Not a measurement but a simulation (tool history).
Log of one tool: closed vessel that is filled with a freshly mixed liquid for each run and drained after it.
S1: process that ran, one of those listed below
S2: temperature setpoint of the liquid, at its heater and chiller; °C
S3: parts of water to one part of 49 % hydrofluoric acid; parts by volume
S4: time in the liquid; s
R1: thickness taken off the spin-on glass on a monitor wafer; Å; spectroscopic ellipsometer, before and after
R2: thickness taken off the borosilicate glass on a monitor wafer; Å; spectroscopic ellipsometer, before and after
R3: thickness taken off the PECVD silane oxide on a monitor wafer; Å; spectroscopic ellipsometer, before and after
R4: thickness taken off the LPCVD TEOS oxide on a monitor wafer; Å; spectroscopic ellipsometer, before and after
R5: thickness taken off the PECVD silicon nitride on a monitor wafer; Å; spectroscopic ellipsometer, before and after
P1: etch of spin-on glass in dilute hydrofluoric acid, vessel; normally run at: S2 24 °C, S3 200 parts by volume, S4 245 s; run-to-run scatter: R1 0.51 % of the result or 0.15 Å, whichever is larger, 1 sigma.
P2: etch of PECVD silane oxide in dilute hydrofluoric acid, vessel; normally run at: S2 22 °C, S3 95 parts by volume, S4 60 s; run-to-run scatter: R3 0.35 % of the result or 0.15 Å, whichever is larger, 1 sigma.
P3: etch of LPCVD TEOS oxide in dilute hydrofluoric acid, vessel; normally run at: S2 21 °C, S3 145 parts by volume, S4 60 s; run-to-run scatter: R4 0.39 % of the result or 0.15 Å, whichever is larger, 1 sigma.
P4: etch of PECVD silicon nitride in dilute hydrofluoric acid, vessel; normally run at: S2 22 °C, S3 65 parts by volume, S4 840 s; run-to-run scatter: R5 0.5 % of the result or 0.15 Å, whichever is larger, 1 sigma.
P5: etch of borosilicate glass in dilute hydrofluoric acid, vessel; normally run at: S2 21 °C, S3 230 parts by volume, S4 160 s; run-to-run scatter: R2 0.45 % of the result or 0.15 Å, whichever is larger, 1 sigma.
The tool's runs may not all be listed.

run	day	S1	S2	S3	S4	R1	R2	R3	R4	R5
1	0.112	P1	24	200	245	252.280				
2	0.242	P1	24	200	245	254.520				
3	0.450	P5	21	230	160		228.950			
4	0.662	P1	24	200	245	251.170				
5	0.858	P2	22	95	60			146.270		
6	0.975	P2	17	95	60			119.130		
7	1.171	P1	24	360	245	120.000				
8	1.358	P3	21	85	60				247.030	
9	1.492	P2	22	95	60			146.980		
10	1.708	P1	24	200	55	57.149				
11	1.858	P3	21	145	60				135.920	
12	2.029	P1	24	125	245	442.220				
13	2.154	P1	32	200	245	337.600				
14	2.300	P1	24	200	245	251.490				
15	2.496	P3	21	145	30				67.598	
16	2.692	P1	24	200	245	254.880				
17	2.900	P1	24	200	245	255.510				
18	3.021	P1	19	200	245	210.660				
19	3.142	P5	17	230	160		195.750			
20	3.275	P1	24	200	360	372.390				
21	3.421	P2	22	95	30			73.274		
22	3.575	P1	30	200	30	38.789				
23	3.796	P5	21	230	30		42.631			
24	3.925	P4	22	20	840					589.05
25	4.067	P5	21	330	160		145.340			
26	4.208	P4	22	65	840					190.73
27	4.317	P4	29	65	840					300.23
28	4.454	P2	22	165	60			77.270		
29	4.679	P1	31	200	350	463.470				
30	4.888	P3	28	145	60				177.290	
31	5.046	P4	22	65	1625					362.51
32	5.250	P1	24	200	245	252.870				
33	5.450	P1	24	200	245	265.330				
34	5.646	P1	24	200	245	271.090				
35	5.838	P1	24	200	245	275.180				
36	5.979	P1	24	200	245	276.180				
37	6.138	P1	24	200	245	274.170				
38	6.242	P1	24	200	245	278.380				
39	6.392	P1	24	200	245	278.230				

What P1 gives has crept away from where it was. These 2 causes fit the log equally well, each at the size given:
A: liquid hotter than its thermometer reads (K) = 2.32
B: hydrofluoric acid flow above the setpoint (%) = 7.25
The creep began at about day 5.250.

4 check runs are offered, one wafer each, their results left as question marks. Which one tells the causes apart?
check 1	6.542	P5	21.0	310	30		?			
check 2	6.542	P4	28.0	65	1605					?
check 3	6.542	P3	25.5	145	30				?	
check 4	6.542	P2	22.0	160	35			?		

What each check would give under each cause:
check	result	if A	if B
check 1	R2	31.870	32.098
check 2	R5	621.52	573.71
check 3	R4	88.491	88.057
check 4	R3	51.440	51.077
How far apart the two closest causes lie, in the result that separates them most: check 1 0.71 %; check 2 8 %; check 3 0.49 %; check 4 0.71 %
Check 2 tells the causes apart: in the others they would give nearly the same result.

Check 2 was then run and gave: R5 621.02 Å. Which cause is it?

It is A: liquid hotter than its thermometer reads (K).
